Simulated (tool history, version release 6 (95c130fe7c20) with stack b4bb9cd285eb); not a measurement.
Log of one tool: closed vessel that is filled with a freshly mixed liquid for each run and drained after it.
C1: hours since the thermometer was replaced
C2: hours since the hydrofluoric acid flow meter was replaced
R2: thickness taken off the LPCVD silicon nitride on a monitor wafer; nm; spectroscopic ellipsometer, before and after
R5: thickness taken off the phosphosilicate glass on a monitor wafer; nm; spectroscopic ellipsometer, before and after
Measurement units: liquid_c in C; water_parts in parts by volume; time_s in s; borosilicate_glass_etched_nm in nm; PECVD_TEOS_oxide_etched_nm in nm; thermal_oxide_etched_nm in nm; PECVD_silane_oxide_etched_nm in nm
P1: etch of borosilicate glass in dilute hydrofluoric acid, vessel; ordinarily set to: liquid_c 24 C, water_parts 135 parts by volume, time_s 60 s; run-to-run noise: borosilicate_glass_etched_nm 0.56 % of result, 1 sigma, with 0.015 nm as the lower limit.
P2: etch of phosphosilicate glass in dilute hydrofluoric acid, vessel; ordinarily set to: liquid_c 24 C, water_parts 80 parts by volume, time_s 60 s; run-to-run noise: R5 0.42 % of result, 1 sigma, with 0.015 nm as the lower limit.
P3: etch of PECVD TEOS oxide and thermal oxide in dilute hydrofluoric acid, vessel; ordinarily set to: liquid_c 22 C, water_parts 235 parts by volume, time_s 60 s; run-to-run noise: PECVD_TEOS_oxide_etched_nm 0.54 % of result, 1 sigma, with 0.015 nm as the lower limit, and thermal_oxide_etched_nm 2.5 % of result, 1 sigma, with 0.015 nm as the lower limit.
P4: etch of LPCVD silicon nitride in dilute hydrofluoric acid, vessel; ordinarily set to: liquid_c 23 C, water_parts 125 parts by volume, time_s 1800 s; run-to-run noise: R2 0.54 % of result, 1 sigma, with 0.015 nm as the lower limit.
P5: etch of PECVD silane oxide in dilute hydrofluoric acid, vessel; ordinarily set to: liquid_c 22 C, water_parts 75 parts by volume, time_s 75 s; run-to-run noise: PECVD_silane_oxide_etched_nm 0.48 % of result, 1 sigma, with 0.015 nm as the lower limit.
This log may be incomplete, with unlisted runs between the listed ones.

{"run": 1, "hour": 16.0, "process": "P1", "liquid_c": 24, "water_parts": 135, "time_s": 60, "C1": 1436.5, "C2": 1151.4, "borosilicate_glass_etched_nm": 10.162}
{"run": 2, "hour": 26.7, "process": "P1", "liquid_c": 24, "water_parts": 135, "time_s": 60, "C1": 1447.2, "C2": 1162.1, "borosilicate_glass_etched_nm": 10.164}
{"run": 3, "hour": 39.9, "process": "P1", "liquid_c": 24, "water_parts": 135, "time_s": 60, "C1": 1460.4, "C2": 1175.3, "borosilicate_glass_etched_nm": 10.129}
{"run": 4, "hour": 57.0, "process": "P4", "liquid_c": 18, "water_parts": 125, "time_s": 1800, "C1": 1477.5, "C2": 1192.4, "R2": 5.5449}
{"run": 5, "hour": 67.7, "process": "P3", "liquid_c": 22, "water_parts": 235, "time_s": 90, "C1": 1488.2, "C2": 1203.1, "PECVD_TEOS_oxide_etched_nm": 9.096, "thermal_oxide_etched_nm": 1.4595}
{"run": 6, "hour": 83.1, "process": "P4", "liquid_c": 23, "water_parts": 125, "time_s": 815, "C1": 1503.6, "C2": 1218.5, "R2": 3.5242}
{"run": 7, "hour": 96.5, "process": "P1", "liquid_c": 24, "water_parts": 135, "time_s": 60, "C1": 1517.0, "C2": 1231.9, "borosilicate_glass_etched_nm": 10.102}
{"run": 8, "hour": 111.3, "process": "P2", "liquid_c": 24, "water_parts": 80, "time_s": 30, "C1": 1531.8, "C2": 1246.7, "R5": 72.437}
{"run": 9, "hour": 125.7, "process": "P1", "liquid_c": 24, "water_parts": 235, "time_s": 60, "C1": 1546.2, "C2": 1261.1, "borosilicate_glass_etched_nm": 5.2078}
{"run": 10, "hour": 138.2, "process": "P5", "liquid_c": 22, "water_parts": 45, "time_s": 75, "C1": 1558.7, "C2": 1273.6, "PECVD_silane_oxide_etched_nm": 53.87}
{"run": 11, "hour": 152.6, "process": "P4", "liquid_c": 23, "water_parts": 35, "time_s": 1800, "C1": 1573.1, "C2": 1288.0, "R2": 26.925}
{"run": 12, "hour": 164.2, "process": "P4", "liquid_c": 23, "water_parts": 125, "time_s": 1800, "C1": 1584.7, "C2": 1299.6, "R2": 7.774}
{"run": 13, "hour": 179.7, "process": "P1", "liquid_c": 24, "water_parts": 135, "time_s": 60, "C1": 1600.2, "C2": 1315.1, "borosilicate_glass_etched_nm": 10.192}
{"hour": 186.3, "done": "thermometer replaced"}
{"run": 14, "hour": 190.4, "process": "P1", "liquid_c": 24, "water_parts": 135, "time_s": 30, "C1": 4.1, "C2": 1325.8, "borosilicate_glass_etched_nm": 5.0647}
{"run": 15, "hour": 207.1, "process": "P3", "liquid_c": 22, "water_parts": 235, "time_s": 60, "C1": 20.8, "C2": 1342.5, "PECVD_TEOS_oxide_etched_nm": 5.9966, "thermal_oxide_etched_nm": 0.99852}
{"run": 16, "hour": 219.1, "process": "P1", "liquid_c": 24, "water_parts": 135, "time_s": 60, "C1": 32.8, "C2": 1354.5, "borosilicate_glass_etched_nm": 10.247}
{"run": 17, "hour": 233.6, "process": "P1", "liquid_c": 24, "water_parts": 135, "time_s": 110, "C1": 47.3, "C2": 1369.0, "borosilicate_glass_etched_nm": 18.813}
{"run": 18, "hour": 243.0, "process": "P1", "liquid_c": 19, "water_parts": 135, "time_s": 60, "C1": 56.7, "C2": 1378.4, "borosilicate_glass_etched_nm": 8.314}
{"run": 19, "hour": 254.9, "process": "P2", "liquid_c": 24, "water_parts": 80, "time_s": 60, "C1": 68.6, "C2": 1390.3, "R5": 144.54}

Run 20 comes next. What will it give?
{"run": 20, "hour": 270.3, "process": "P2", "liquid_c": 24, "water_parts": 120, "time_s": 60, "C1": 84.0, "C2": 1405.7, "R5": "?"}

R5: 92.426 nm

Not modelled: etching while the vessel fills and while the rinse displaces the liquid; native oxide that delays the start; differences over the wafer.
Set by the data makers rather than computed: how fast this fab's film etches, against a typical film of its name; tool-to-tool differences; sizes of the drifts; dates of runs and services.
